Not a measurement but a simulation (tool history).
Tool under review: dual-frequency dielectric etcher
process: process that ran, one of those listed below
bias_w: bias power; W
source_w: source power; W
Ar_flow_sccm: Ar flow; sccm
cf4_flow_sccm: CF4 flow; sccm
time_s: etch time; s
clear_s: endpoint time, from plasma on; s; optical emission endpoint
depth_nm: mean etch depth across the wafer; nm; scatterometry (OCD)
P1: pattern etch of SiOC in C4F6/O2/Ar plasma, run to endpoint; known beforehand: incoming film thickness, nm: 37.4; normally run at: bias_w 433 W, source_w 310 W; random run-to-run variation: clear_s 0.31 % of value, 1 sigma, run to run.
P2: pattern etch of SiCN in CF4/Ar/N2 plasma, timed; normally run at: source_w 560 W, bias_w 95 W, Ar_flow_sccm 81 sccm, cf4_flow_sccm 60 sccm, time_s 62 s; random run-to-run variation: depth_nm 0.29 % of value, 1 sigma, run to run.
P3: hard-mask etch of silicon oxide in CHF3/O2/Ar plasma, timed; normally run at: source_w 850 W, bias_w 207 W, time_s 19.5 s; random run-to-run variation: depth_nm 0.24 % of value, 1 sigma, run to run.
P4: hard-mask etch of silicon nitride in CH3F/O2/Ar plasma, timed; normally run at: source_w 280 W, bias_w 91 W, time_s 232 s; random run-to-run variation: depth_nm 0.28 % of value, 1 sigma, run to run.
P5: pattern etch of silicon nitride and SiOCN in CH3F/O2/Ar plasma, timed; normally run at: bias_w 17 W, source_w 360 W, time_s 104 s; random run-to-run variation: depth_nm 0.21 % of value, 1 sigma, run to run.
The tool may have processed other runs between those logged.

| run | hour | process | bias_w | source_w | Ar_flow_sccm | cf4_flow_sccm | time_s | hours since the last wet clean | hours since the last bias power generator calibration | hours since the last source power generator calibration | clear_s | depth_nm |
|---|---|---|---|---|---|---|---|---|---|---|---|---|
| 1 | 8 | P1 | 433 | 310 |  |  |  | 238.6 | 576.3 | 1633.5 | 14.077 |  |
| 2 | 19.6 | P2 | 95 | 560 | 81 | 60 | 34 | 250.2 | 587.9 | 1645.1 |  | 40.156 |
| 3 | 29.2 | P1 | 433 | 310 |  |  |  | 259.8 | 597.5 | 1654.7 | 14.195 |  |
| 4 | 36.3 | P2 | 95 | 560 | 81 | 80 | 62 | 266.9 | 604.6 | 1661.8 |  | 75.935 |
| 5 | 42.8 | P5 | 23 | 360 |  |  | 104 | 273.4 | 611.1 | 1668.3 |  | 13.175 |
| 6 | 50 | P4 | 91 | 280 |  |  | 232 | 280.6 | 618.3 | 1675.5 |  | 157.15 |
| 7 | 59.4 | P3 | 207 | 850 |  |  | 29 | 290 | 627.7 | 1684.9 |  | 68.727 |
| 8 | 70.8 | P3 | 207 | 850 |  |  | 19.5 | 301.4 | 639.1 | 1696.3 |  | 46.231 |
| 9 | 82.7 | P1 | 433 | 310 |  |  |  | 313.3 | 651 | 1708.2 | 14.127 |  |
| 10 | 89.3 | P1 | 600 | 310 |  |  |  | 319.9 | 657.6 | 1714.8 | 12.44 |  |
| 11 | 100.2 | P1 | 433 | 240 |  |  |  | 330.8 | 668.5 | 1725.7 | 15.542 |  |
| 12 | 115.3 | P5 | 17 | 490 |  |  | 104 | 345.9 | 683.6 | 1740.8 |  | 12.867 |
| 13 | 129.3 | P3 | 207 | 850 |  |  | 19.5 | 359.9 | 697.6 | 1754.8 |  | 46.47 |
| 14 | 137.3 | P1 | 433 | 310 |  |  |  | 367.9 | 705.6 | 1762.8 | 14.06 |  |
| 15 | 145.7 | P2 | 95 | 560 | 81 | 60 | 62 | 376.3 | 714 | 1771.2 |  | 73.676 |
| 16 | 152.7 | P5 | 17 | 360 |  |  | 104 | 383.3 | 721 | 1778.2 |  | 11.58 |
| 17 | 162.7 | P1 | 433 | 370 |  |  |  | 393.3 | 731 | 1788.2 | 13.281 |  |
| 18 | 171.5 | P4 | 91 | 210 |  |  | 232 | 402.1 | 739.8 | 1797 |  | 141.8 |
| 19 | 181.4 | P2 | 95 | 560 | 50 | 60 | 62 | 412 | 749.7 | 1806.9 |  | 78.106 |
| 20 | 193.4 | P1 | 433 | 310 |  |  |  | 424 | 761.7 | 1818.9 | 14.203 |  |
| 21 | 200.7 | P2 | 95 | 560 | 81 | 60 | 62 | 431.3 | 769 | 1826.2 |  | 73.297 |
| 22 | 214.8 | P2 | 125 | 560 | 81 | 60 | 62 | 445.4 | 783.1 | 1840.3 |  | 81.25 |
| 23 | 223.7 | P2 | 95 | 700 | 81 | 60 | 62 | 454.3 | 792 | 1849.2 |  | 89.093 |
| 24 | 237.9 | P3 | 207 | 1190 |  |  | 19.5 | 468.5 | 806.2 | 1863.4 |  | 52.528 |
| 25 | 250.7 | P3 | 276 | 850 |  |  | 19.5 | 481.3 | 819 | 1876.2 |  | 51.144 |
| 26 | 258.3 | P4 | 72 | 280 |  |  | 232 | 488.9 | 826.6 | 1883.8 |  | 144.58 |
| 27 | 266.1 | P5 | 17 | 360 |  |  | 134 | 496.7 | 834.4 | 1891.6 |  | 14.838 |
| 28 | 277.2 | P5 | 17 | 360 |  |  | 104 | 507.8 | 845.5 | 1902.7 |  | 11.539 |
| 29 | 286.3 | P1 | 433 | 310 |  |  |  | 516.9 | 854.6 | 1911.8 | 14.124 |  |
| 30 | 296.4 | P1 | 286 | 200 |  |  |  | 527 | 864.7 | 1921.9 | 19.41 |  |
| 31 | 303.3 | P1 | 337 | 310 |  |  |  | 533.9 | 871.6 | 1928.8 | 15.38 |  |
| 32 | 314.2 | P4 | 91 | 280 |  |  | 176 | 544.8 | 882.5 | 1939.7 |  | 119.02 |
| 33 | 321.9 | P1 | 433 | 310 |  |  |  | 552.5 | 890.2 | 1947.4 | 14.147 |  |
| 34 | 333.3 | P1 | 433 | 310 |  |  |  | 563.9 | 901.6 | 1958.8 | 13.959 |  |
| 35 | 345.1 | P1 | 433 | 310 |  |  |  | 575.7 | 913.4 | 1970.6 | 13.952 |  |
| 36 | 358.1 | P1 | 433 | 310 |  |  |  | 588.7 | 926.4 | 1983.6 | 13.939 |  |
| 37 | 370 | P1 | 433 | 310 |  |  |  | 600.6 | 938.3 | 1995.5 | 13.958 |  |

What does the tool deliver on the next run?
| 38 | 381.2 | P1 | 433 | 310 |  |  |  | 611.8 | 949.5 | 2006.7 | ? |  |

{"run 38": {"clear_s": 13.885}}
